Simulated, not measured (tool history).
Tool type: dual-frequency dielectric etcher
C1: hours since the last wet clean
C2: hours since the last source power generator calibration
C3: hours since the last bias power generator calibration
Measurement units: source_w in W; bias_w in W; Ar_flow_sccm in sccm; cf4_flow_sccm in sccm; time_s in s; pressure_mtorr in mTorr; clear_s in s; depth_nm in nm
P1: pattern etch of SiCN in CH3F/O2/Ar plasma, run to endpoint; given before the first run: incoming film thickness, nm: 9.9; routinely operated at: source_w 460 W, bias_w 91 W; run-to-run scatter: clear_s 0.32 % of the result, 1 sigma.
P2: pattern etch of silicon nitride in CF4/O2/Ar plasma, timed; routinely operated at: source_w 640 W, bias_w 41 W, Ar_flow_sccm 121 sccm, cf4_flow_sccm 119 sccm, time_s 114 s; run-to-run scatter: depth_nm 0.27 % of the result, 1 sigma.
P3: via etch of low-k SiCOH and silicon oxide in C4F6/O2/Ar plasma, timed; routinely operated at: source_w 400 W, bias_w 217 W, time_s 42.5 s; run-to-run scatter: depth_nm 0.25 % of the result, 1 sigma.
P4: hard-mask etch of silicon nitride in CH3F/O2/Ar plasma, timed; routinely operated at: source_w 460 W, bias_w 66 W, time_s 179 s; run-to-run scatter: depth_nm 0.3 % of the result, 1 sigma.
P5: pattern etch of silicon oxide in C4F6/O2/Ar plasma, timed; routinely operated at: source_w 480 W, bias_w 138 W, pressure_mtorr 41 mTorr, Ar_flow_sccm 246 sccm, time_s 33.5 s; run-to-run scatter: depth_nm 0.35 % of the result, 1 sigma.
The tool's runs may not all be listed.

run 1 hour=3.6 | process=P1 source_w=460 bias_w=91 | C1=388.8 C2=1418.1 C3=1956.4 | clear_s=23.032
run 2 hour=6.7 | process=P2 source_w=640 bias_w=41 Ar_flow_sccm=121 cf4_flow_sccm=119 time_s=66 | C1=391.9 C2=1421.2 C3=1959.5 | depth_nm=142.31
run 3 hour=12.5 | process=P1 source_w=460 bias_w=91 | C1=397.7 C2=1427 C3=1965.3 | clear_s=23.108
run 4 hour=19.2 | process=P2 source_w=640 bias_w=41 Ar_flow_sccm=121 cf4_flow_sccm=169 time_s=114 | C1=404.4 C2=1433.7 C3=1972 | depth_nm=256.79
run 5 hour=25 | process=P2 source_w=640 bias_w=41 Ar_flow_sccm=93 cf4_flow_sccm=119 time_s=114 | C1=410.2 C2=1439.5 C3=1977.8 | depth_nm=254.41
run 6 hour=29.9 | process=P1 source_w=580 bias_w=91 | C1=415.1 C2=1444.4 C3=1982.7 | clear_s=21.175
run 7 hour=35.2 | process=P1 source_w=350 bias_w=91 | C1=420.4 C2=1449.7 C3=1988 | clear_s=25.448
run 8 hour=41.4 | process=P1 source_w=460 bias_w=91 | C1=426.6 C2=1455.9 C3=1994.2 | clear_s=22.978
run 9 hour=47.1 | process=P5 source_w=480 bias_w=138 Ar_flow_sccm=246 time_s=33.5 pressure_mtorr=41 | C1=432.3 C2=1461.6 C3=1999.9 | depth_nm=104.59
run 10 hour=52.6 | process=P1 source_w=460 bias_w=91 | C1=437.8 C2=1467.1 C3=2005.4 | clear_s=23.128
run 11 hour=56.4 | process=P1 source_w=270 bias_w=56 | C1=441.6 C2=1470.9 C3=2009.2 | clear_s=33.398
run 12 hour=60.6 | process=P5 source_w=480 bias_w=138 Ar_flow_sccm=246 time_s=18.5 pressure_mtorr=41 | C1=445.8 C2=1475.1 C3=2013.4 | depth_nm=57.568
run 13 hour=64.7 | process=P5 source_w=480 bias_w=138 Ar_flow_sccm=246 time_s=33.5 pressure_mtorr=28 | C1=449.9 C2=1479.2 C3=2017.5 | depth_nm=109.21
run 14 hour=70.6 | process=P3 source_w=400 bias_w=217 time_s=42.5 | C1=455.8 C2=1485.1 C3=2023.4 | depth_nm=115.08
run 15 hour=77.4 | process=P5 source_w=480 bias_w=104 Ar_flow_sccm=246 time_s=33.5 pressure_mtorr=41 | C1=462.6 C2=1491.9 C3=2030.2 | depth_nm=95.854
run 16 hour=80.9 | process=P3 source_w=400 bias_w=217 time_s=42.5 | C1=466.1 C2=1495.4 C3=2033.7 | depth_nm=115.19
run 17 hour=87.2 | process=P4 source_w=460 bias_w=66 time_s=179 | C1=472.4 C2=1501.7 C3=2040 | depth_nm=128.42
run 18 hour=93.9 | process=P2 source_w=640 bias_w=30 Ar_flow_sccm=121 cf4_flow_sccm=119 time_s=114 | C1=479.1 C2=1508.4 C3=2046.7 | depth_nm=221.81
run 19 hour=98.2 | process=P2 source_w=780 bias_w=41 Ar_flow_sccm=121 cf4_flow_sccm=119 time_s=114 | C1=483.4 C2=1512.7 C3=2051 | depth_nm=293.04
run 20 hour=104.8 | process=P1 source_w=460 bias_w=71 | C1=490 C2=1519.3 C3=2057.6 | clear_s=25.191
run 21 hour=111 | process=P5 source_w=480 bias_w=138 Ar_flow_sccm=318 time_s=33.5 pressure_mtorr=41 | C1=496.2 C2=1525.5 C3=2063.8 | depth_nm=101.08
run 22 hour=116.9 | process=P3 source_w=400 bias_w=217 time_s=58 | C1=502.1 C2=1531.4 C3=2069.7 | depth_nm=156.62
run 23 hour=122.6 | process=P4 source_w=460 bias_w=66 time_s=244.5 | C1=507.8 C2=1537.1 C3=2075.4 | depth_nm=175.88
run 24 hour=127 | process=P1 source_w=460 bias_w=91 | C1=512.2 C2=1541.5 C3=2079.8 | clear_s=23.042
run 25 hour=133.9 | process=P1 source_w=460 bias_w=91 | C1=519.1 C2=1548.4 C3=2086.7 | clear_s=23.025
run 26 hour=140.3 | process=P4 source_w=460 bias_w=66 time_s=179 | C1=525.5 C2=1554.8 C3=2093.1 | depth_nm=128.6
run 27 hour=146.5 | process=P3 source_w=400 bias_w=261 time_s=42.5 | C1=531.7 C2=1561 C3=2099.3 | depth_nm=122.97
run 28 hour=151.9 | process=P2 source_w=640 bias_w=41 Ar_flow_sccm=121 cf4_flow_sccm=119 time_s=114 | C1=537.1 C2=1566.4 C3=2104.7 | depth_nm=245.48
run 29 hour=157.4 | process=P1 source_w=460 bias_w=120 | C1=542.6 C2=1571.9 C3=2110.2 | clear_s=20.743
run 30 hour=162.2 | process=P1 source_w=460 bias_w=91 | C1=547.4 C2=1576.7 C3=2115 | clear_s=23.073
run 31 hour=168.9 | process=P3 source_w=300 bias_w=217 time_s=42.5 | C1=554.1 C2=1583.4 C3=2121.7 | depth_nm=103.25

Forecast run 32:
run 32 hour=174.3 | process=P4 source_w=460 bias_w=90 time_s=179 | C1=559.5 C2=1588.8 C3=2127.1 | depth_nm=?

depth_nm: 143.58 nm
